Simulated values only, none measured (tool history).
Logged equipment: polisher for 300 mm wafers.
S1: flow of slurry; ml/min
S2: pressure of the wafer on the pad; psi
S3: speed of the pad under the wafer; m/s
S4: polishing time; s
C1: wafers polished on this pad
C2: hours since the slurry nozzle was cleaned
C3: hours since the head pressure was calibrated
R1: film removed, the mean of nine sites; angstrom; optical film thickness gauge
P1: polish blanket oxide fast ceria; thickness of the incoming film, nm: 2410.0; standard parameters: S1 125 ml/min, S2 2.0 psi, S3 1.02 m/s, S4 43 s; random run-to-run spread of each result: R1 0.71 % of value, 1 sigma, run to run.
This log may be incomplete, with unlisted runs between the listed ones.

Run 1, day 0.296: S1 125 ml/min, S2 2.0 psi, S3 1.02 m/s, S4 43 s; C1 192; C2 40.1; C3 80.8. Result: R1 5096.8 angstrom.
Run 2, day 0.654: S1 125 ml/min, S2 1.1 psi, S3 1.02 m/s, S4 43 s; C1 267; C2 48.7; C3 89.4. Result: R1 2781.7 angstrom.
Run 3, day 1.129: S1 125 ml/min, S2 2.0 psi, S3 1.44 m/s, S4 43 s; C1 368; C2 60.1; C3 100.8. Result: R1 7148.7 angstrom.
Run 4, day 1.417: S1 125 ml/min, S2 2.6 psi, S3 1.02 m/s, S4 43 s; C1 428; C2 67.0; C3 107.7. Result: R1 6545.3 angstrom.
Run 5, day 1.896: S1 125 ml/min, S2 1.2 psi, S3 0.70 m/s, S4 43 s; C1 529; C2 78.5; C3 119.2. Result: R1 2087.2 angstrom.
Run 6, day 2.296: S1 75 ml/min, S2 2.0 psi, S3 1.02 m/s, S4 43 s; C1 614; C2 88.1; C3 128.8. Result: R1 4465.6 angstrom.
Run 7, day 2.729: S1 125 ml/min, S2 2.0 psi, S3 1.02 m/s, S4 24 s; C1 705; C2 98.5; C3 139.2. Result: R1 2838.5 angstrom.
Run 8, day 3.179: S1 165 ml/min, S2 2.0 psi, S3 1.02 m/s, S4 43 s; C1 800; C2 109.3; C3 150.0. Result: R1 5331.4 angstrom.
Run 9, day 3.633: S1 125 ml/min, S2 2.0 psi, S3 0.62 m/s, S4 43 s; C1 896; C2 120.2; C3 160.9. Result: R1 3085.8 angstrom.
Run 10, day 4.104: S1 125 ml/min, S2 2.0 psi, S3 1.02 m/s, S4 43 s; C1 995; C2 131.5; C3 172.2. Result: R1 4990.9 angstrom.
Run 11, day 4.350: S1 125 ml/min, S2 2.0 psi, S3 1.02 m/s, S4 43 s; C1 1047; C2 137.4; C3 178.1. Result: R1 5077.5 angstrom.
Run 12, day 4.562: S1 180 ml/min, S2 2.0 psi, S3 1.02 m/s, S4 53 s; C1 1092; C2 142.5; C3 183.2. Result: R1 6643.5 angstrom.
Run 13, day 4.958: S1 125 ml/min, S2 2.0 psi, S3 1.02 m/s, S4 66 s; C1 1176; C2 152.0; C3 192.7. Result: R1 7755.8 angstrom.
Run 14, day 5.392: S1 125 ml/min, S2 2.0 psi, S3 1.02 m/s, S4 43 s; C1 1267; C2 162.4; C3 203.1. Result: R1 5024.4 angstrom.
Run 15, day 5.721: S1 125 ml/min, S2 2.0 psi, S3 1.02 m/s, S4 43 s; C1 1337; C2 170.3; C3 211.0. Result: R1 5090.5 angstrom.
Run 16, day 6.079: S1 125 ml/min, S2 2.0 psi, S3 1.02 m/s, S4 43 s; C1 1412; C2 178.9; C3 219.6. Result: R1 4916.5 angstrom.
Run 17, day 6.383: S1 125 ml/min, S2 2.0 psi, S3 1.02 m/s, S4 43 s; C1 1477; C2 186.2; C3 226.9. Result: R1 4887.2 angstrom.
Run 18, day 6.838: S1 125 ml/min, S2 2.0 psi, S3 1.02 m/s, S4 43 s; C1 1572; C2 197.1; C3 237.8. Result: R1 4764.5 angstrom.
Run 19, day 7.233: S1 125 ml/min, S2 2.0 psi, S3 1.02 m/s, S4 43 s; C1 1656; C2 206.6; C3 247.3. Result: R1 4739.7 angstrom.
Run 20, day 7.658: S1 125 ml/min, S2 2.0 psi, S3 1.02 m/s, S4 43 s; C1 1746; C2 216.8; C3 257.5. Result: R1 4678.9 angstrom.
Run 21, day 7.958: S1 125 ml/min, S2 2.0 psi, S3 1.02 m/s, S4 43 s; C1 1809; C2 224.0; C3 264.7. Result: R1 4673.6 angstrom.
Run 22, day 8.300: S1 125 ml/min, S2 2.0 psi, S3 1.02 m/s, S4 43 s; C1 1881; C2 232.2; C3 272.9. Result: R1 4693.8 angstrom.
At day 8.317: head pressure recalibrated.
Run 23, day 8.750: S1 125 ml/min, S2 2.0 psi, S3 1.02 m/s, S4 43 s; C1 1976; C2 243.0; C3 10.5. Result: R1 4605.2 angstrom.
Run 24, day 9.125: S1 125 ml/min, S2 2.0 psi, S3 1.02 m/s, S4 43 s; C1 2055; C2 252.0; C3 19.5. Result: R1 4686.9 angstrom.
Run 25, day 9.379: S1 125 ml/min, S2 2.0 psi, S3 1.02 m/s, S4 43 s; C1 2109; C2 258.1; C3 25.6. Result: R1 4662.5 angstrom.

The output of P1 has drifted from where it used to be. Each of the 2 causes below, taken at the size shown beside it, accounts for the log equally well:
A: slurry flow missing at the pad, % = 29.4
B: removal rate lost through wear of the pad, % = 8.04
Creep in the process output first set in at about day 5.721.
All other causes, with the reason each is excluded:
head's pressure below its setpoint, %: serviced after onset, at day 8.317, with no recovery of the prior output

4 check runs are offered, each on 5 wafers whose results are averaged, their results left as question marks. Which one tells the causes apart?
Run check 1, day 9.633: S1 125 ml/min, S2 2.0 psi, S3 1.02 m/s, S4 29 s. Result: R1 ?.
Run check 2, day 9.633: S1 125 ml/min, S2 2.0 psi, S3 1.30 m/s, S4 43 s. Result: R1 ?.
Run check 3, day 9.633: S1 125 ml/min, S2 2.5 psi, S3 1.02 m/s, S4 43 s. Result: R1 ?.
Run check 4, day 9.633: S1 95 ml/min, S2 2.0 psi, S3 1.32 m/s, S4 43 s. Result: R1 ?.

Expected result of each check under each candidate cause:
  check  result    if A    if B
check 1      R1  3144.7  3144.1
check 2      R1  5942.9  5941.6
check 3      R1  5828.6  5827.3
check 4      R1  5536.2  5660.7
Per-check spread between the two closest causes, in the result where they differ most: check 1 0.02 %; check 2 0.02 %; check 3 0.02 %; check 4 2.22 %
The other checks would show nearly matching results whichever cause is true, so check 4 is the only one that separates the causes.

After running check 4, the following was obtained: R1 5649.5 angstrom. Which cause does this point to?

The cause is B: removal rate lost through wear of the pad, %.
